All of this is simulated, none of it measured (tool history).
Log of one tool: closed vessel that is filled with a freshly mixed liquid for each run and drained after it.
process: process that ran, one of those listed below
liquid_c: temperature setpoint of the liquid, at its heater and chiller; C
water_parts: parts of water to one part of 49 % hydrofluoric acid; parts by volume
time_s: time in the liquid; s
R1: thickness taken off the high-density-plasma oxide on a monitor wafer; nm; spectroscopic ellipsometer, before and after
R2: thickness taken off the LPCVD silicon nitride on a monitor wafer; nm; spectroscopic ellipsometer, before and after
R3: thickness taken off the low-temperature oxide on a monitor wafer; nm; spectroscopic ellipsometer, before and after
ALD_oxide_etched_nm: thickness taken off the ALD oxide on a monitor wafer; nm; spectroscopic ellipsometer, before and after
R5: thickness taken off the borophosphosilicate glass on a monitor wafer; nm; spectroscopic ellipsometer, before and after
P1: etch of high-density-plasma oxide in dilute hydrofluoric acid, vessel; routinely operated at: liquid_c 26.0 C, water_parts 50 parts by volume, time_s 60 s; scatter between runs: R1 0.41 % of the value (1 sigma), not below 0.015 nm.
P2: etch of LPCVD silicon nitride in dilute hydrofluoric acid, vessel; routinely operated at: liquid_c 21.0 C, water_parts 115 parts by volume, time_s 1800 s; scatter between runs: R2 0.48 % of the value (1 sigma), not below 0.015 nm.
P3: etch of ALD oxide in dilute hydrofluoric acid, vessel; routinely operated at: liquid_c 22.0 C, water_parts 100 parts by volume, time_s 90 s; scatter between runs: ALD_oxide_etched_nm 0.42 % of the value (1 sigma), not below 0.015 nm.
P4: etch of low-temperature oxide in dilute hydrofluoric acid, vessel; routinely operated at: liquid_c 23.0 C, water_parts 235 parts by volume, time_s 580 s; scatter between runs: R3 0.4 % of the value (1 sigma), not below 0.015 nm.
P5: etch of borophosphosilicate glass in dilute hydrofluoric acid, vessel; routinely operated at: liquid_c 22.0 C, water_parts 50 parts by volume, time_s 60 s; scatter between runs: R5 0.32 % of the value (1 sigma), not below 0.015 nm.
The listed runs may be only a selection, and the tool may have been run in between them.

run 1 hour=12.7 | process=P1 liquid_c=26.0 water_parts=50 time_s=60 | R1=8.7442
run 2 hour=26.0 | process=P1 liquid_c=30.5 water_parts=50 time_s=60 | R1=10.2920
run 3 hour=36.3 | process=P2 liquid_c=29.0 water_parts=115 time_s=1800 | R2=12.25200
run 4 hour=45.5 | process=P4 liquid_c=29.5 water_parts=235 time_s=580 | R3=54.055
run 5 hour=55.2 | process=P1 liquid_c=26.0 water_parts=50 time_s=60 | R1=8.7182
run 6 hour=65.8 | process=P1 liquid_c=26.0 water_parts=50 time_s=30 | R1=4.3364
run 7 hour=75.4 | process=P2 liquid_c=21.0 water_parts=115 time_s=1800 | R2=7.31840
run 8 hour=85.6 | process=P3 liquid_c=22.0 water_parts=180 time_s=90 | ALD_oxide_etched_nm=8.1490
run 9 hour=95.6 | process=P3 liquid_c=22.0 water_parts=100 time_s=30 | ALD_oxide_etched_nm=5.3659
run 10 hour=106.0 | process=P5 liquid_c=29.0 water_parts=50 time_s=60 | R5=63.863
run 11 hour=115.3 | process=P2 liquid_c=21.0 water_parts=115 time_s=80 | R2=0.31925
run 12 hour=124.2 | process=P1 liquid_c=17.5 water_parts=50 time_s=60 | R1=6.1103
run 13 hour=134.8 | process=P1 liquid_c=26.0 water_parts=50 time_s=115 | R1=16.5720
run 14 hour=143.8 | process=P1 liquid_c=18.5 water_parts=70 time_s=60 | R1=4.4287
run 15 hour=155.3 | process=P4 liquid_c=23.0 water_parts=235 time_s=580 | R3=42.934
run 16 hour=165.5 | process=P2 liquid_c=21.0 water_parts=65 time_s=1800 | R2=12.75400
run 17 hour=173.3 | process=P1 liquid_c=26.0 water_parts=30 time_s=60 | R1=14.8010
run 18 hour=180.4 | process=P1 liquid_c=26.0 water_parts=50 time_s=60 | R1=8.6104
run 19 hour=188.3 | process=P4 liquid_c=23.0 water_parts=235 time_s=855 | R3=63.448
run 20 hour=197.7 | process=P5 liquid_c=22.0 water_parts=50 time_s=60 | R5=47.949
run 21 hour=210.4 | process=P4 liquid_c=23.0 water_parts=35 time_s=580 | R3=364.190
run 22 hour=220.7 | process=P1 liquid_c=26.0 water_parts=70 time_s=35 | R1=3.5041
run 23 hour=230.7 | process=P4 liquid_c=23.0 water_parts=235 time_s=580 | R3=43.124
run 24 hour=237.7 | process=P5 liquid_c=22.0 water_parts=50 time_s=60 | R5=48.050
run 25 hour=245.5 | process=P1 liquid_c=26.0 water_parts=50 time_s=60 | R1=8.6187
run 26 hour=255.9 | process=P1 liquid_c=26.0 water_parts=50 time_s=60 | R1=8.6595
run 27 hour=264.6 | process=P3 liquid_c=17.5 water_parts=100 time_s=90 | ALD_oxide_etched_nm=13.4370
run 28 hour=275.4 | process=P1 liquid_c=26.0 water_parts=90 time_s=60 | R1=4.5311
run 29 hour=284.1 | process=P3 liquid_c=22.0 water_parts=100 time_s=90 | ALD_oxide_etched_nm=16.1150
run 30 hour=291.2 | process=P5 liquid_c=22.0 water_parts=50 time_s=30 | R5=23.983
run 31 hour=300.3 | process=P1 liquid_c=26.0 water_parts=50 time_s=60 | R1=8.6310
run 32 hour=308.4 | process=P1 liquid_c=21.5 water_parts=85 time_s=60 | R1=4.0562
run 33 hour=315.8 | process=P5 liquid_c=22.0 water_parts=80 time_s=60 | R5=28.978
run 34 hour=323.6 | process=P3 liquid_c=22.0 water_parts=100 time_s=90 | ALD_oxide_etched_nm=16.0230
run 35 hour=335.5 | process=P2 liquid_c=21.0 water_parts=115 time_s=1800 | R2=7.27970
run 36 hour=348.6 | process=P1 liquid_c=26.0 water_parts=50 time_s=60 | R1=8.6293
run 37 hour=354.8 | process=P1 liquid_c=26.0 water_parts=50 time_s=60 | R1=8.9869
run 38 hour=367.6 | process=P1 liquid_c=26.0 water_parts=50 time_s=60 | R1=9.3196
run 39 hour=374.8 | process=P1 liquid_c=26.0 water_parts=50 time_s=60 | R1=9.3911
run 40 hour=386.7 | process=P1 liquid_c=26.0 water_parts=50 time_s=60 | R1=9.3771
run 41 hour=397.3 | process=P1 liquid_c=26.0 water_parts=50 time_s=60 | R1=9.5171
run 42 hour=410.0 | process=P1 liquid_c=26.0 water_parts=50 time_s=60 | R1=9.5001

What P1 gives has crept away from where it was. These 2 causes fit the log equally well, each at the size given:
A: liquid hotter than its thermometer reads (K) = 2.34
B: hydrofluoric acid flow above the setpoint (%) = 9.21
At approximately hour 348.6, the process output began to creep.

Consider the 4 single-wafer check runs listed below, results given as question marks: which one distinguishes between the causes by giving clearly different results for each?
run check 1 hour=422.7 | process=P3 liquid_c=18.5 water_parts=100 time_s=45 | ALD_oxide_etched_nm=?
run check 2 hour=422.7 | process=P4 liquid_c=23.0 water_parts=85 time_s=580 | R3=?
run check 3 hour=422.7 | process=P2 liquid_c=21.0 water_parts=65 time_s=1800 | R2=?
run check 4 hour=422.7 | process=P5 liquid_c=22.0 water_parts=80 time_s=30 | R5=?

How each check would come out, cause by cause:
check=check_1 result=ALD_oxide_etched_nm if_A=7.6695 if_B=7.6757
check=check_2 result=R3 if_A=154.260 if_B=154.780
check=check_3 result=R2 if_A=14.93300 if_B=13.88300
check=check_4 result=R5 if_A=15.901 if_B=15.926
How far apart the two closest causes lie, in the result that separates them most: check 1 0.08 %; check 2 0.34 %; check 3 7.29 %; check 4 0.16 %
Check 3 is the one run that separates the causes; every other check would come out nearly the same whichever cause is at work.

Check 3 was carried out, with these results: R2 13.96800 nm. Which of the listed causes is responsible?

The correct cause is B, namely: hydrofluoric acid flow above the setpoint (%).
